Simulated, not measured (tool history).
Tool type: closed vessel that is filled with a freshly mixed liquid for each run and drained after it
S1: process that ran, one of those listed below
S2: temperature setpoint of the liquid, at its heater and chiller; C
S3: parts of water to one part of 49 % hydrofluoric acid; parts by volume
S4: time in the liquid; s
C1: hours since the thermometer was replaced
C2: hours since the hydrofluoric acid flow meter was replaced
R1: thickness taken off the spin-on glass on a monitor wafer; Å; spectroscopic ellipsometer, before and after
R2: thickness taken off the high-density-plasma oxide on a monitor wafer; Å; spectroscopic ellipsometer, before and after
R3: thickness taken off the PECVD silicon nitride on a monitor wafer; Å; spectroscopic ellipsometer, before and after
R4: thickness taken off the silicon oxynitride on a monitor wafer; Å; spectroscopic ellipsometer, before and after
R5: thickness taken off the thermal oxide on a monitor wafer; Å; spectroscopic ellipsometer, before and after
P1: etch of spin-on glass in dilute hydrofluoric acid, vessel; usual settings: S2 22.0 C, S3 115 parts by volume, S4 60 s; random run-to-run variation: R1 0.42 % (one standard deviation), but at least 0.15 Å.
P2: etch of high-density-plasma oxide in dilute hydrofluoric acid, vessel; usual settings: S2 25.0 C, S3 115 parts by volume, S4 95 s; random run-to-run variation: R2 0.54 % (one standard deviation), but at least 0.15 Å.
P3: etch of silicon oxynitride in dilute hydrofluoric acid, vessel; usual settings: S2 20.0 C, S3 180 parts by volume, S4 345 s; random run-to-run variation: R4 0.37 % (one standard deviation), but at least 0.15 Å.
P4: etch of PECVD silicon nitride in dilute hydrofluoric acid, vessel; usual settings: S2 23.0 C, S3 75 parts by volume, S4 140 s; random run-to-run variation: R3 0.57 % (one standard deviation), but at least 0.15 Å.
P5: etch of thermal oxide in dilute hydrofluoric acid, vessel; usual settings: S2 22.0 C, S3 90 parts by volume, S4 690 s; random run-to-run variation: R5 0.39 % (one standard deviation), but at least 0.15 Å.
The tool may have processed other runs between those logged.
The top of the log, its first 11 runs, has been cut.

Run 12, hour 61.4: S1 P3, S2 20.0 C, S3 180 parts by volume, S4 510 s; C1 277.1; C2 158.8. Result: R4 102.230 Å.
Run 13, hour 68.2: S1 P1, S2 17.5 C, S3 115 parts by volume, S4 60 s; C1 283.9; C2 165.6. Result: R1 266.83 Å.
Run 14, hour 74.7: S1 P1, S2 22.0 C, S3 205 parts by volume, S4 105 s; C1 290.4; C2 172.1. Result: R1 287.24 Å.
Run 15, hour 80.3: S1 P1, S2 22.0 C, S3 115 parts by volume, S4 115 s; C1 296.0; C2 177.7. Result: R1 618.72 Å.
Run 16, hour 85.6: S1 P5, S2 22.0 C, S3 90 parts by volume, S4 690 s; C1 301.3; C2 183.0. Result: R5 336.36 Å.
Run 17, hour 92.0: S1 P2, S2 25.0 C, S3 115 parts by volume, S4 95 s; C1 307.7; C2 189.4. Result: R2 43.901 Å.
Run 18, hour 96.6: S1 P2, S2 25.0 C, S3 115 parts by volume, S4 35 s; C1 312.3; C2 194.0. Result: R2 16.125 Å.
Run 19, hour 104.0: S1 P4, S2 23.0 C, S3 75 parts by volume, S4 45 s; C1 319.7; C2 201.4. Result: R3 13.620 Å.
Run 20, hour 110.2: S1 P1, S2 22.0 C, S3 115 parts by volume, S4 35 s; C1 325.9; C2 207.6. Result: R1 187.28 Å.
Run 21, hour 115.0: S1 P3, S2 20.0 C, S3 330 parts by volume, S4 345 s; C1 330.7; C2 212.4. Result: R4 34.693 Å.

What will run 22 give?
Run 22, hour 118.7: S1 P4, S2 23.0 C, S3 75 parts by volume, S4 140 s; C1 334.4; C2 216.1. Result: R3 ?.

R3: 42.759 Å
